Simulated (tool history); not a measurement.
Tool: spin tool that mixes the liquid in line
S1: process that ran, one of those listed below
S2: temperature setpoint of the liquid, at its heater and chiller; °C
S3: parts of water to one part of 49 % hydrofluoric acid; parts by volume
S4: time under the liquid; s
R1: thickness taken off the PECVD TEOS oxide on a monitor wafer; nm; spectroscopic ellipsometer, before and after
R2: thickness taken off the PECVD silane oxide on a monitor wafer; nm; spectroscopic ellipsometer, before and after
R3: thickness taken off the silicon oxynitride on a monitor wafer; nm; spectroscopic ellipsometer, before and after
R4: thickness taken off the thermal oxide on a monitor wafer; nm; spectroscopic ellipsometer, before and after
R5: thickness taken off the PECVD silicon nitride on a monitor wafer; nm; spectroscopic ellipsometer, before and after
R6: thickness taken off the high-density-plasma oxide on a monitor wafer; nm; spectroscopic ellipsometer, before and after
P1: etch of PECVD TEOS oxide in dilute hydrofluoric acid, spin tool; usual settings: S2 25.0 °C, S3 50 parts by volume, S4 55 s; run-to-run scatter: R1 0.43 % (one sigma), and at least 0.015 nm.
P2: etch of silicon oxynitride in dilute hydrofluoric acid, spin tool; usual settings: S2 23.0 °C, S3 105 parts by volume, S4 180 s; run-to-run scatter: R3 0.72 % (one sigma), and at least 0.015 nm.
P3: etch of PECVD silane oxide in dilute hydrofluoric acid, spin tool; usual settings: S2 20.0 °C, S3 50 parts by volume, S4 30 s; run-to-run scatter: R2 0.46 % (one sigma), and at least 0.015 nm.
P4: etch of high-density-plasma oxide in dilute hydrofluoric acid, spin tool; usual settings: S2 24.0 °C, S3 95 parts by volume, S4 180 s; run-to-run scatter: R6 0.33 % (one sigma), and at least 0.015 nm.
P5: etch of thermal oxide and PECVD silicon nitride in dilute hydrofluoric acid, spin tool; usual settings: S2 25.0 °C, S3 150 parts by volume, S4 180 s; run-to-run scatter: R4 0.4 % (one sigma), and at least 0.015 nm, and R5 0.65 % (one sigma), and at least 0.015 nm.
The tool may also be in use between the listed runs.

run	hour	S1	S2	S3	S4	R1	R2	R3	R4	R5	R6
1	6.3	P1	25.0	50	55	18.4860					
2	13.0	P1	25.0	50	95	31.9200					
3	18.3	P1	25.0	50	55	18.5420					
4	26.0	P3	17.0	50	30		23.773				
5	34.8	P1	25.0	50	15	5.0782					
6	43.9	P1	25.0	75	55	11.9370					
7	50.3	P1	25.0	50	55	18.5250					
# hour 55.6: thermometer replaced
8	58.9	P2	19.0	105	180			2.8737			
9	67.9	P3	20.0	50	60		54.100				
10	78.8	P1	25.0	25	15	10.3900					
11	90.6	P5	25.0	150	180				5.6485	3.2318	
12	98.6	P4	24.0	95	180						9.5672
13	109.8	P1	30.5	50	55	23.1680					
14	119.8	P5	28.5	150	180				6.4661	4.0361	
15	130.8	P2	23.0	105	180			3.4313			
16	139.5	P1	25.0	50	55	18.5390					
17	148.7	P1	20.0	50	25	6.8337					
18	160.4	P3	20.0	50	30		27.046				
19	167.1	P3	20.0	20	30		70.270				
20	178.3	P4	30.5	95	180						12.2870
21	184.5	P1	25.0	50	55	18.6130					
22	191.2	P2	23.0	105	340			6.7063			
23	196.5	P5	25.0	150	180				5.6786	3.3029	
24	205.8	P2	23.0	185	180			1.8900			
25	213.2	P1	25.0	20	55	48.5070					
26	220.2	P4	24.0	95	180						9.6141
27	227.6	P1	18.0	50	55	13.8060					
28	238.7	P3	20.0	50	30		27.225				
29	249.5	P5	25.0	150	35				1.0949	0.6438	
30	258.3	P1	25.0	50	55	18.5220					
31	269.9	P4	24.0	95	80						4.2568
32	278.9	P5	25.0	265	180				2.8201	1.8285	
33	286.4	P1	25.0	20	30	26.4950					
34	294.3	P4	24.0	135	180						6.4128
35	302.3	P1	25.0	50	55	18.5650					
36	312.9	P1	25.0	50	55	19.5350					
37	320.1	P1	25.0	50	55	20.0320					
38	325.5	P1	25.0	50	55	20.0890					

Forecast run 39:
39	330.8	P1	25.0	50	55	?					

{"run 39": {"R1": 20.191}}
